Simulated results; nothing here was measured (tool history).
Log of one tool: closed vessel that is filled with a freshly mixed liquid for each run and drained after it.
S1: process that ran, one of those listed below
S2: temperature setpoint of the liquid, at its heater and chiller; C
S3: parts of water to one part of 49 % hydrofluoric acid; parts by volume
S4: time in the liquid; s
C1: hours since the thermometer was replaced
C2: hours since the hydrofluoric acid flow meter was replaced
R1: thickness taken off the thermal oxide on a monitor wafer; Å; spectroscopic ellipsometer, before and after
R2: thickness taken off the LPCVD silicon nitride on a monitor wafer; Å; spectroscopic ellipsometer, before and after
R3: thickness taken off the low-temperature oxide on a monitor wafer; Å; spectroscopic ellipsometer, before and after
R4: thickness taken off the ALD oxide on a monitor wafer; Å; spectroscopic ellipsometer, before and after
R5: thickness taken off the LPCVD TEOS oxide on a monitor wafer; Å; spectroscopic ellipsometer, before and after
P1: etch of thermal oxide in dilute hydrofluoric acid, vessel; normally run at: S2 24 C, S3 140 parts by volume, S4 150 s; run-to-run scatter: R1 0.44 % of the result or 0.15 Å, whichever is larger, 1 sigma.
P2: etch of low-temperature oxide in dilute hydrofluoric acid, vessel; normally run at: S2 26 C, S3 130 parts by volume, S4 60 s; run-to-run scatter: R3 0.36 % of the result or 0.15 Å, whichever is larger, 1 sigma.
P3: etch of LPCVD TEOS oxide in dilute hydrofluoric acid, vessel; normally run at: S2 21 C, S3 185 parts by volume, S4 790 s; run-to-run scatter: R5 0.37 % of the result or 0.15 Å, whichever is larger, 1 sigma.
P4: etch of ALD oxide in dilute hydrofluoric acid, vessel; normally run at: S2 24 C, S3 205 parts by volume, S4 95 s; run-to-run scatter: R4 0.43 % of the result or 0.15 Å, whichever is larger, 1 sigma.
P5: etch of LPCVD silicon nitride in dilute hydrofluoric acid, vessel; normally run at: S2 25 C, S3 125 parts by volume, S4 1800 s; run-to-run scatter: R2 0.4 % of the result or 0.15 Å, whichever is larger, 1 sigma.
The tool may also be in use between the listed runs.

run	day	S1	S2	S3	S4	C1	C2	R1	R2	R3	R4	R5
1	0.15	P1	24	140	150	1547.2	118.5	48.98				
2	0.258	P5	25	70	1800	1549.8	121.1		131.16			
3	0.354	P2	26	230	60	1552.1	123.4			87.91		
4	0.479	P2	32	130	60	1555.1	126.4			221.26		
5	0.6	P1	24	35	150	1558	129.3	224.64				
6	0.688	P4	24	205	95	1560.1	131.4				51.786	
7	0.821	P2	26	130	60	1563.3	134.6			175.84		
8	0.996	P3	21	45	790	1567.5	138.8					2750.5
9	1.142	P5	31	125	1800	1571	142.3		107.09			
10	1.246	P4	24	300	95	1573.5	144.8				32.29	
11	1.404	P1	17	140	150	1577.3	148.6	37.079				
12	1.575	P5	25	125	285	1581.4	152.7		11.611			
13	1.758	P4	24	205	180	1585.8	157.1				98.711	
14	1.9	P1	24	140	150	1589.2	160.5	49.157				
15	2.046	P4	18.5	205	95	1592.7	164				41.961	
16	2.133	P3	21	185	790	1594.8	166.1					574.86
17	2.288	P1	24	140	245	1598.5	169.8	79.758				
18	2.404	P3	21	185	1395	1601.3	172.6					1008.9
19	2.554	P1	24	140	75	1604.9	176.2	24.385				
20	2.721	P1	28	140	150	1608.9	180.2	56.66				
21	2.912	P5	25	125	1800	1613.5	184.8		73.848			
22	3.096	P2	26	130	30	1617.9	189.2			88.035		
23	3.292	P1	24	250	150	1622.6	193.9	24.263				
24	3.446	P3	17	185	790	1626.3	197.6					490.82
25	3.6	P1	24	140	150	1630	201.3	48.419				
26	3.771	P4	24	205	95	1634.1	205.4				51.632	
27	3.892	P1	24	210	230	1637	208.3	46.412				
28	3.975	P2	26	130	60	1639	210.3			176.11		
29	4.071	P1	24	140	150	1641.3	212.6	48.466				
30	4.208	P1	24	140	150	1644.6	215.9	48.795				
31	4.333	P1	24	140	150	1647.6	218.9	48.343				
32	4.467	P1	24	140	150	1650.8	222.1	49.814				
33	4.55	P1	24	140	150	1652.8	224.1	49.888				
34	4.658	P1	24	140	150	1655.4	226.7	50.273				
35	4.771	P1	24	140	150	1658.1	229.4	50.505				
36	4.879	P1	24	140	150	1660.7	232	50.902				
37	4.996	P1	24	140	150	1663.5	234.8	51.083				
38	5.104	P1	24	140	150	1666.1	237.4	51.308				
39	5.267	P1	24	140	150	1670	241.3	51.553				
40	5.412	P1	24	140	150	1673.5	244.8	51.728				
41	5.6	P1	24	140	150	1678	249.3	51.912				

What P1 gives has crept away from where it was. These 2 causes fit the log equally well, each at the size given:
A: hydrofluoric acid flow above the setpoint (%) = 4.95
B: liquid hotter than its thermometer reads (K) = 1.47
The creep began at about day 4.333.

4 check runs are offered, each on 5 wafers whose results are averaged, their results left as question marks. Which one tells the causes apart?
check 1	5.788	P2	30.5	130	30					?		
check 2	5.788	P3	17	185	790							?
check 3	5.788	P4	19.5	205	150						?	
check 4	5.788	P5	25	125	300				?			

What each check would give under each cause:
check	result	if A	if B
check 1	R3	110.13	109.72
check 2	R5	518.72	519.84
check 3	R4	73.06	72.969
check 4	R2	12.851	13.463
How far apart the two closest causes lie, in the result that separates them most: check 1 0.36 %; check 2 0.22 %; check 3 0.12 %; check 4 4.65 %
Only check 4 tells the causes apart: in the others they would give nearly the same result.

Then check 4 was run and gave: R2 13.362 Å. Which cause is it?

It is B: liquid hotter than its thermometer reads (K).
